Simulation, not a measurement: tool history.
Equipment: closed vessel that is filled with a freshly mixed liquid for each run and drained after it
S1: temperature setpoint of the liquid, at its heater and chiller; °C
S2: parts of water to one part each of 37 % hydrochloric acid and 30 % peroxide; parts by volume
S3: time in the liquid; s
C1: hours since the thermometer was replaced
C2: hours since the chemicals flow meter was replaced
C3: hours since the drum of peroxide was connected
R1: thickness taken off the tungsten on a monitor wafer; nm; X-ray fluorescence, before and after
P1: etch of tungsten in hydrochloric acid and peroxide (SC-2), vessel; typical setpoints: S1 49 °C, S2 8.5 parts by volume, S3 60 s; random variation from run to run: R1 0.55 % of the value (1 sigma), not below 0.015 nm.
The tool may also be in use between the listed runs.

run	hour	S1	S2	S3	C1	C2	C3	R1
1	4	49	8.5	60	1840.4	671.9	103	11.349
2	10.2	49	8.5	30	1846.6	678.1	109.2	5.7257
3	15.7	49	12	30	1852.1	683.6	114.7	4.2937
4	20.5	49	8.5	60	1856.9	688.4	119.5	11.434
5	28	49	4	60	1864.4	695.9	127	20.033
6	36	49	8.5	115	1872.4	703.9	135	21.843
7	41.5	49	8.5	60	1877.9	709.4	140.5	11.418
8	45.1	49	8.5	60	1881.5	713	144.1	11.367
9	49.2	49	14	60	1885.6	717.1	148.2	7.5103
10	53.3	62	8.5	60	1889.7	721.2	152.3	26.647
11	58.2	35.5	8.5	60	1894.6	726.1	157.2	4.381
12	62.7	49	8.5	60	1899.1	730.6	161.7	11.275
13	70.5	49	8.5	60	1906.9	738.4	169.5	10.919
14	75.4	49	8.5	60	1911.8	743.3	174.4	10.784
15	79.8	49	8.5	60	1916.2	747.7	178.8	10.617
16	85.9	49	8.5	60	1922.3	753.8	184.9	10.534
17	93.2	49	8.5	60	1929.6	761.1	192.2	10.372
# hour 98.3: new drum of peroxide connected
18	100.7	49	8.5	60	1937.1	768.6	2.5	10.452
19	104.9	49	8.5	60	1941.3	772.8	6.7	10.331
20	109.8	49	8.5	60	1946.2	777.7	11.6	10.376
21	116	49	8.5	60	1952.4	783.9	17.8	10.373

What P1 gives has crept away from where it was. These 2 causes fit the log equally well, each at the size given:
A: chemicals flow below the setpoint (%) = 11.3
B: liquid colder than its thermometer reads (K) = 1.46
Creep in the process output first set in at about hour 62.7.
Excluded causes, each with its reason:
peroxide weaker than its label (%): work on it at hour 98.3, done after the drift set in, did not restore what the process gave before

4 check runs are offered, each on 5 wafers whose results are averaged, their results left as question marks. Which one tells the causes apart?
check 1	122.2	41	4	60				?
check 2	122.2	42.5	8.5	80				?
check 3	122.2	55.5	8.5	60				?
check 4	122.2	43	8.5	110				?

What each check would give under each cause:
check	result	if A	if B
check 1	R1	10.586	10.357
check 2	R1	8.8143	8.7762
check 3	R1	15.819	15.877
check 4	R1	12.55	12.5
Gap, in per cent, between the two causes that each check separates least, read from the result that separates them most: check 1 2.19 %; check 2 0.43 %; check 3 0.36 %; check 4 0.4 %
Check 1 distinguishes between the causes, while the remaining checks would return nearly the same result for all of them.

Running check 1 produced the following: R1 10.383 nm. Which one of the listed causes fits?

Of the candidate causes, it is B: liquid colder than its thermometer reads (K).
